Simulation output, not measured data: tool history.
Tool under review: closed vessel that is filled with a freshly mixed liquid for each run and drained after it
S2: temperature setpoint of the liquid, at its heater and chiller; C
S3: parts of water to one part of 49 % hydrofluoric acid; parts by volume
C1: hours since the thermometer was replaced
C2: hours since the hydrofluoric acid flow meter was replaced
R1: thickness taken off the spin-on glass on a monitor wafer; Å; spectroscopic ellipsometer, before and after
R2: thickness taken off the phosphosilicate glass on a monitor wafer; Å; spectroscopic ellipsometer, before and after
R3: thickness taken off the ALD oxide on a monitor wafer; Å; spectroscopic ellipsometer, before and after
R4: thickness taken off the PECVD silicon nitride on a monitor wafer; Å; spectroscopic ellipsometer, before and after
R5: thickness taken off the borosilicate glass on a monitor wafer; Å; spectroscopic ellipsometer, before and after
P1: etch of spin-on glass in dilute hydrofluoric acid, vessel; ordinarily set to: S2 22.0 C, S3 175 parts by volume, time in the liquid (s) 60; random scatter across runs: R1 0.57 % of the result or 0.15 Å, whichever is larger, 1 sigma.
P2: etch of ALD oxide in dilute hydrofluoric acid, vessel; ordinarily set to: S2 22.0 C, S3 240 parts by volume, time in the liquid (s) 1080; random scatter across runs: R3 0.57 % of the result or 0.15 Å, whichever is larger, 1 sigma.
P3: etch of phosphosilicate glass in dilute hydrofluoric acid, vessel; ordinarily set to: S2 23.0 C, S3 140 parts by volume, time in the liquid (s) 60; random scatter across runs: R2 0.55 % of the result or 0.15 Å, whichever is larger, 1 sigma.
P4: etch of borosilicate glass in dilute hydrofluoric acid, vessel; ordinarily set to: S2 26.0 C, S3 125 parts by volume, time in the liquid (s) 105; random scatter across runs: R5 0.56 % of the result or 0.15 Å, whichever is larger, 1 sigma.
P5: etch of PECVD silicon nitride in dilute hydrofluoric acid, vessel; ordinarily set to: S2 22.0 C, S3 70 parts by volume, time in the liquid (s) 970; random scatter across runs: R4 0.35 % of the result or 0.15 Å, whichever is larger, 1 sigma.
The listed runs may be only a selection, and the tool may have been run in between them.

run 1 hour=5.3 | process_that_ran=P1 S2=22.0 S3=175 time_in_the_liquid_(s)=60 | C1=1296.8 C2=582.9 | R1=113.820
run 2 hour=8.6 | process_that_ran=P1 S2=29.0 S3=100 time_in_the_liquid_(s)=60 | C1=1300.1 C2=586.2 | R1=286.160
run 3 hour=12.1 | process_that_ran=P3 S2=23.0 S3=140 time_in_the_liquid_(s)=85 | C1=1303.6 C2=589.7 | R2=730.95
run 4 hour=15.6 | process_that_ran=P1 S2=22.0 S3=175 time_in_the_liquid_(s)=90 | C1=1307.1 C2=593.2 | R1=172.070
run 5 hour=18.6 | process_that_ran=P1 S2=22.0 S3=175 time_in_the_liquid_(s)=60 | C1=1310.1 C2=596.2 | R1=114.150
run 6 hour=22.8 | process_that_ran=P2 S2=18.5 S3=240 time_in_the_liquid_(s)=1080 | C1=1314.3 C2=600.4 | R3=326.10
run 7 hour=27.1 | process_that_ran=P5 S2=22.0 S3=70 time_in_the_liquid_(s)=970 | C1=1318.6 C2=604.7 | R4=321.500
run 8 hour=29.5 | process_that_ran=P3 S2=23.0 S3=230 time_in_the_liquid_(s)=60 | C1=1321.0 C2=607.1 | R2=283.57
run 9 hour=34.3 | process_that_ran=P1 S2=17.0 S3=175 time_in_the_liquid_(s)=60 | C1=1325.8 C2=611.9 | R1=92.903
run 10 hour=39.0 | process_that_ran=P4 S2=26.0 S3=125 time_in_the_liquid_(s)=105 | C1=1330.5 C2=616.6 | R5=431.33
run 11 hour=44.2 | process_that_ran=P2 S2=22.0 S3=240 time_in_the_liquid_(s)=1615 | C1=1335.7 C2=621.8 | R3=553.88
run 12 hour=49.5 | process_that_ran=P3 S2=28.5 S3=140 time_in_the_liquid_(s)=60 | C1=1341.0 C2=627.1 | R2=630.98
run 13 hour=54.1 | process_that_ran=P1 S2=22.0 S3=175 time_in_the_liquid_(s)=60 | C1=1345.6 C2=631.7 | R1=114.300
run 14 hour=58.0 | process_that_ran=P1 S2=22.0 S3=110 time_in_the_liquid_(s)=90 | C1=1349.5 C2=635.6 | R1=294.190
run 15 hour=63.3 | process_that_ran=P4 S2=26.0 S3=195 time_in_the_liquid_(s)=105 | C1=1354.8 C2=640.9 | R5=254.90
run 16 hour=68.2 | process_that_ran=P1 S2=29.0 S3=175 time_in_the_liquid_(s)=60 | C1=1359.7 C2=645.8 | R1=147.420
run 17 hour=71.6 | process_that_ran=P2 S2=22.0 S3=240 time_in_the_liquid_(s)=1080 | C1=1363.1 C2=649.2 | R3=370.94
run 18 hour=75.1 | process_that_ran=P5 S2=22.0 S3=70 time_in_the_liquid_(s)=30 | C1=1366.6 C2=652.7 | R4=10.384
run 19 hour=79.9 | process_that_ran=P1 S2=22.0 S3=175 time_in_the_liquid_(s)=60 | C1=1371.4 C2=657.5 | R1=114.670
run 20 hour=82.7 | process_that_ran=P2 S2=22.0 S3=240 time_in_the_liquid_(s)=1080 | C1=1374.2 C2=660.3 | R3=372.81
run 21 hour=85.9 | process_that_ran=P1 S2=22.0 S3=175 time_in_the_liquid_(s)=30 | C1=1377.4 C2=663.5 | R1=57.618
-- hour=86.5 hydrofluoric acid flow meter replaced
run 22 hour=88.3 | process_that_ran=P3 S2=23.0 S3=140 time_in_the_liquid_(s)=60 | C1=1379.8 C2=1.9 | R2=517.93
run 23 hour=92.4 | process_that_ran=P5 S2=22.0 S3=30 time_in_the_liquid_(s)=970 | C1=1383.9 C2=6.0 | R4=734.460
run 24 hour=97.7 | process_that_ran=P1 S2=22.0 S3=90 time_in_the_liquid_(s)=60 | C1=1389.2 C2=11.3 | R1=245.590
run 25 hour=102.2 | process_that_ran=P4 S2=34.0 S3=125 time_in_the_liquid_(s)=105 | C1=1393.7 C2=15.8 | R5=577.62
run 26 hour=107.2 | process_that_ran=P1 S2=22.0 S3=175 time_in_the_liquid_(s)=60 | C1=1398.7 C2=20.8 | R1=114.860
run 27 hour=111.6 | process_that_ran=P1 S2=22.0 S3=310 time_in_the_liquid_(s)=60 | C1=1403.1 C2=25.2 | R1=56.832
run 28 hour=116.8 | process_that_ran=P1 S2=22.0 S3=305 time_in_the_liquid_(s)=110 | C1=1408.3 C2=30.4 | R1=106.390
run 29 hour=120.7 | process_that_ran=P1 S2=22.0 S3=175 time_in_the_liquid_(s)=60 | C1=1412.2 C2=34.3 | R1=115.250
run 30 hour=124.4 | process_that_ran=P2 S2=22.0 S3=380 time_in_the_liquid_(s)=1080 | C1=1415.9 C2=38.0 | R3=205.16
run 31 hour=128.4 | process_that_ran=P5 S2=28.0 S3=70 time_in_the_liquid_(s)=970 | C1=1419.9 C2=42.0 | R4=479.570
run 32 hour=132.8 | process_that_ran=P4 S2=26.0 S3=125 time_in_the_liquid_(s)=180 | C1=1424.3 C2=46.4 | R5=748.26
run 33 hour=136.6 | process_that_ran=P3 S2=23.0 S3=140 time_in_the_liquid_(s)=60 | C1=1428.1 C2=50.2 | R2=520.02
run 34 hour=141.6 | process_that_ran=P1 S2=22.0 S3=175 time_in_the_liquid_(s)=60 | C1=1433.1 C2=55.2 | R1=114.550
run 35 hour=145.7 | process_that_ran=P1 S2=22.0 S3=175 time_in_the_liquid_(s)=60 | C1=1437.2 C2=59.3 | R1=117.960
run 36 hour=150.0 | process_that_ran=P1 S2=22.0 S3=175 time_in_the_liquid_(s)=60 | C1=1441.5 C2=63.6 | R1=119.150
run 37 hour=152.7 | process_that_ran=P1 S2=22.0 S3=175 time_in_the_liquid_(s)=60 | C1=1444.2 C2=66.3 | R1=120.650
run 38 hour=158.0 | process_that_ran=P1 S2=22.0 S3=175 time_in_the_liquid_(s)=60 | C1=1449.5 C2=71.6 | R1=121.540
run 39 hour=160.9 | process_that_ran=P1 S2=22.0 S3=175 time_in_the_liquid_(s)=60 | C1=1452.4 C2=74.5 | R1=120.780
run 40 hour=164.9 | process_that_ran=P1 S2=22.0 S3=175 time_in_the_liquid_(s)=60 | C1=1456.4 C2=78.5 | R1=120.810
run 41 hour=167.7 | process_that_ran=P1 S2=22.0 S3=175 time_in_the_liquid_(s)=60 | C1=1459.2 C2=81.3 | R1=121.880

What P1 gives has crept off from where it sat before. The 2 causes that follow fit the log equally well, each at the size noted:
A: hydrofluoric acid flow above the setpoint (%) = 4.95
B: liquid hotter than its thermometer reads (K) = 1.5
The onset of the drift is placed at about hour 141.6.

Listed below are the offered check runs, one wafer per run, with question marks in place of results. For which of them would the causes give clearly different outcomes?
run check 1 hour=170.5 | process_that_ran=P3 S2=23.0 S3=140 time_in_the_liquid_(s)=60 | R2=?
run check 2 hour=170.5 | process_that_ran=P4 S2=26.0 S3=125 time_in_the_liquid_(s)=105 | R5=?
run check 3 hour=170.5 | process_that_ran=P5 S2=22.0 S3=70 time_in_the_liquid_(s)=970 | R4=?
run check 4 hour=170.5 | process_that_ran=P2 S2=22.0 S3=240 time_in_the_liquid_(s)=1080 | R3=?

Check results expected under each cause:
check=check_1 result=R2 if_A=545.20 if_B=546.34
check=check_2 result=R5 if_A=456.62 if_B=457.14
check=check_3 result=R4 if_A=337.440 if_B=356.120
check=check_4 result=R3 if_A=392.17 if_B=390.33
Separation of the two closest causes in each check, using whichever result separates them best: check 1 0.21 %; check 2 0.11 %; check 3 5.39 %; check 4 0.47 %
The other checks would show nearly matching results whichever cause is true, so check 3 is the only one that separates the causes.

Then check 3 was run and gave: R4 354.230 Å. Which cause is it?

B is the cause: liquid hotter than its thermometer reads (K).
